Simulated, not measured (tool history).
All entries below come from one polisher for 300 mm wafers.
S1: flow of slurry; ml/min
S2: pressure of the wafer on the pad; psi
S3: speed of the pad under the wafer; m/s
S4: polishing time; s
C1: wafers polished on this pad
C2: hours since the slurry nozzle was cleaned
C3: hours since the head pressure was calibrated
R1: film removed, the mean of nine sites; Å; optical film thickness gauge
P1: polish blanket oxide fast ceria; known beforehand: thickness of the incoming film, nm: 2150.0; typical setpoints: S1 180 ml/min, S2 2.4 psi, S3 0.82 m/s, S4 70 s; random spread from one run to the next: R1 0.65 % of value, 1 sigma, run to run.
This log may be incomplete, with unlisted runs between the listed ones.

run	hour	S1	S2	S3	S4	C1	C2	C3	R1
1	14.2	180	2.4	0.82	70	209	337.1	359.0	7901.5
2	23.8	180	3.5	0.82	70	289	346.7	368.6	11621.0
3	32.4	180	1.8	0.82	53	361	355.3	377.2	4475.0
4	43.0	180	2.4	0.36	70	450	365.9	387.8	3443.9
5	51.4	180	1.2	0.82	70	520	374.3	396.2	3932.1
6	62.1	180	2.4	0.82	70	609	385.0	406.9	7983.4
7	73.2	180	2.4	0.82	70	702	396.1	418.0	7834.8
8	89.5	180	3.6	1.00	70	838	412.4	434.3	14424.0
9	103.1	180	2.4	0.82	70	952	426.0	447.9	7941.9
10	116.6	240	2.4	0.82	70	1064	439.5	461.4	8093.2
11	127.4	110	2.4	0.82	70	1154	450.3	472.2	7269.7
12	140.2	180	2.4	0.82	110	1261	463.1	485.0	12491.0
13	150.9	180	1.3	0.40	70	1351	473.8	495.7	2070.1
14	165.2	180	2.4	1.28	70	1470	488.1	510.0	12411.0
15	173.0	180	2.4	0.82	35	1535	495.9	517.8	3974.9
16	187.1	180	2.4	0.82	70	1653	510.0	531.9	7854.1
17	202.1	180	2.4	0.82	70	1778	525.0	546.9	7923.3
18	212.7	180	2.4	0.82	70	1867	535.6	557.5	7617.5
19	221.1	180	2.4	0.82	70	1937	544.0	565.9	7650.0
20	230.9	180	2.4	0.82	70	2019	553.8	575.7	7416.1
21	242.5	180	2.4	0.82	70	2116	565.4	587.3	7409.7
# hour 249.9: head pressure recalibrated
22	252.4	180	2.4	0.82	70	2198	575.3	2.5	7305.3
23	268.2	180	2.4	0.82	70	2330	591.1	18.3	7199.9
24	282.5	180	2.4	0.82	70	2450	605.4	32.6	7273.2
25	296.9	180	2.4	0.82	70	2570	619.8	47.0	7231.9
26	313.1	180	2.4	0.82	70	2705	636.0	63.2	7208.1
27	326.6	180	2.4	0.82	70	2818	649.5	76.7	7237.9

What P1 gives has crept away from where it was. These 2 causes fit the log equally well, each at the size given:
A: slurry flow missing at the pad, % = 38.4
B: removal rate lost through wear of the pad, % = 8.52
The onset of the drift is placed at about hour 202.1.
Why every other cause is out:
head's pressure below its setpoint, %: serviced after onset, at hour 249.9, with no recovery of the prior output

The list below offers 4 check runs, each averaging the results of 2 wafers, and shows each result as a question mark. For which of them would the listed causes give clearly different results?
check 1	340.1	180	1.2	0.40	70				?
check 2	340.1	180	1.3	0.54	70				?
check 3	340.1	180	2.4	1.24	70				?
check 4	340.1	115	1.9	0.82	70				?

Outcome of each check run for each possible cause:
check	result	if A	if B
check 1	R1	1761.2	1761.4
check 2	R1	2575.7	2576.1
check 3	R1	10919.0	10921.0
check 4	R1	5045.4	5272.3
How far apart the two closest causes lie, in the result that separates them most: check 1 0.01 %; check 2 0.01 %; check 3 0.01 %; check 4 4.4 %
Check 4 tells the causes apart: in the others they would give nearly the same result.

Check 4 has now been run. It gave: R1 5269.9 Å. Which of the candidate causes is it?

It is B: removal rate lost through wear of the pad, %.

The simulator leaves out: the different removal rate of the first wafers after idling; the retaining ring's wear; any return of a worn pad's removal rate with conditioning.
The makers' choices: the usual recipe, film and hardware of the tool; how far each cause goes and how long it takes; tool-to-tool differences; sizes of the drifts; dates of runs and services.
